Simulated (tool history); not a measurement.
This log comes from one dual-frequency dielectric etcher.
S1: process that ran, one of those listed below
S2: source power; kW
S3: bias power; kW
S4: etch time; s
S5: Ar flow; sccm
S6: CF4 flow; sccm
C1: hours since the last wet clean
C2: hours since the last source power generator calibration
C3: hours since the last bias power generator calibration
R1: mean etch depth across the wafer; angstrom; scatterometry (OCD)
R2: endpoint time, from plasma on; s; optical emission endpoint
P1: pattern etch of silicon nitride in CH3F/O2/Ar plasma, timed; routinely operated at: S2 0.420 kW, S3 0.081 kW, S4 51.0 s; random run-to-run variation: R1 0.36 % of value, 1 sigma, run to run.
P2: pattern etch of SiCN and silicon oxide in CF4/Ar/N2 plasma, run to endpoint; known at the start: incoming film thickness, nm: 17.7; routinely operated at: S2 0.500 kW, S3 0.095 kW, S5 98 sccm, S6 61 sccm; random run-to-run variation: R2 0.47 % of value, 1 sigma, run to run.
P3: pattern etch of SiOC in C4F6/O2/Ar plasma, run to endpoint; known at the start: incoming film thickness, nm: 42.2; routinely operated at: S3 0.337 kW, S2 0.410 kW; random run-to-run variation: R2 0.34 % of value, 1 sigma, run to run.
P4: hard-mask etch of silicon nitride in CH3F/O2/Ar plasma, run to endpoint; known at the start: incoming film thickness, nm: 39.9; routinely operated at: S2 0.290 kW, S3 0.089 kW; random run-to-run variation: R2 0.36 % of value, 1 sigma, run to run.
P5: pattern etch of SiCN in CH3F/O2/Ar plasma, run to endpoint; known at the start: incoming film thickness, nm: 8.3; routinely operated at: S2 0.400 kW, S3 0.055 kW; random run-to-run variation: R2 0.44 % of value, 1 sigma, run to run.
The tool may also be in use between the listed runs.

run   hour  S1     S2     S3    S4  S5  S6     C1      C2     C3      R1      R2
  1    5.4  P1  0.420  0.081  51.0          124.5  2830.0  504.4  382.85
  2    9.5  P1  0.420  0.066  51.0          128.6  2834.1  508.5  356.98
  3   14.4  P4  0.290  0.089                133.5  2839.0  513.4          60.485
  4   19.3  P4  0.380  0.089                138.4  2843.9  518.3          54.901
  5   22.7  P3  0.410  0.337                141.8  2847.3  521.7          16.519
  6   27.0  P1  0.420  0.101  51.0          146.1  2851.6  526.0  412.02
  7   32.0  P2  0.500  0.095        98  61  151.1  2856.6  531.0          16.925
  8   36.3  P1  0.420  0.081  51.0          155.4  2860.9  535.3  381.54
  9   40.9  P3  0.540  0.337                160.0  2865.5  539.9          14.919
 10   43.3  P2  0.500  0.095        78  61  162.4  2867.9  542.3          16.520
 11   48.2  P1  0.420  0.081  66.0          167.3  2872.8  547.2  495.24
 12   52.0  P1  0.570  0.081  51.0          171.1  2876.6  551.0  430.00
 13   55.0  P2  0.600  0.095        98  61  174.1  2879.6  554.0          14.566
 14   58.7  P2  0.500  0.095        98  45  177.8  2883.3  557.7          17.765
 15   61.6  P5  0.400  0.036                180.7  2886.2  560.6          27.341
 16   65.3  P2  0.500  0.095        98  61  184.4  2889.9  564.3          17.084
 17   68.7  P4  0.290  0.089                187.8  2893.3  567.7          60.370
 18   71.3  P3  0.410  0.199                190.4  2895.9  570.3          19.644
 19   73.8  P1  0.420  0.081  39.5          192.9  2898.4  572.8  298.68
 20   76.5  P1  0.420  0.081  51.0          195.6  2901.1  575.5  381.44
 21   80.0  P1  0.420  0.103  28.0          199.1  2904.6  579.0  229.02
 22   84.3  P1  0.420  0.081  51.0          203.4  2908.9  583.3  382.12
 23   89.3  P1  0.490  0.081  29.0          208.4  2913.9  588.3  229.74
 24   92.9  P2  0.500  0.074        98  61  212.0  2917.5  591.9          18.748
 25   96.0  P1  0.340  0.081  51.0          215.1  2920.6  595.0  353.11
 26   99.8  P5  0.400  0.055                218.9  2924.4  598.8          23.883
 27  103.8  P4  0.290  0.111                222.9  2928.4  602.8          55.818
 28  106.9  P1  0.420  0.081  51.0          226.0  2931.5  605.9  384.00
 29  109.9  P5  0.310  0.055                229.0  2934.5  608.9          26.256
 30  114.7  P1  0.420  0.081  51.0          233.8  2939.3  613.7  383.78
 31  118.5  P1  0.420  0.081  51.0          237.6  2943.1  617.5  381.31
 32  121.0  P1  0.420  0.081  51.0          240.1  2945.6  620.0  381.47
 33  124.8  P1  0.420  0.081  51.0          243.9  2949.4  623.8  375.16
 34  127.3  P1  0.420  0.081  51.0          246.4  2951.9  626.3  374.38
 35  130.5  P1  0.420  0.081  51.0          249.6  2955.1  629.5  376.91
     131.5  -- wet clean of the chamber
 36  134.6  P1  0.420  0.081  51.0            3.1  2959.2  633.6  374.52
 37  137.0  P1  0.420  0.081  51.0            5.5  2961.6  636.0  374.73
 38  140.2  P1  0.420  0.081  51.0            8.7  2964.8  639.2  374.80

P1 has crept away from where it was. The log is fitted equally well by each of these 2 causes, at the sizes shown:
A: source power that arrives under what is set, % = 4.61
B: bias power that arrives under what is set, % = 4.97
The creep began at about hour 118.5.
Ruled out, with reasons:
chamber walls in a state that lowers the etch rate, %: serviced at hour 131.5, after the drift had started, without restoring the earlier output

Of the 4 check runs below, each run on 3 wafers with the results averaged and each result still a question mark, which one would tell the listed causes apart?
check 1  143.4  P2  0.500  0.095      98  61                   ?
check 2  143.4  P4  0.290  0.089                               ?
check 3  143.4  P3  0.410  0.337                               ?
check 4  143.4  P5  0.400  0.055                               ?

If the cause were each of the candidates in turn, the checks would give the following:
  check  result    if A    if B
check 1      R2  17.823  17.417
check 2      R2  61.630  61.694
check 3      R2  16.783  16.784
check 4      R2  24.263  24.233
How far apart the two closest causes lie, in the result that separates them most: check 1 2.3 %; check 2 0.1 %; check 3 0 %; check 4 0.13 %
Check 1 tells the causes apart: in the others they would give nearly the same result.

Then check 1 was run and gave: R2 17.468 s. Which cause is it?

B is the cause: bias power that arrives under what is set, %.

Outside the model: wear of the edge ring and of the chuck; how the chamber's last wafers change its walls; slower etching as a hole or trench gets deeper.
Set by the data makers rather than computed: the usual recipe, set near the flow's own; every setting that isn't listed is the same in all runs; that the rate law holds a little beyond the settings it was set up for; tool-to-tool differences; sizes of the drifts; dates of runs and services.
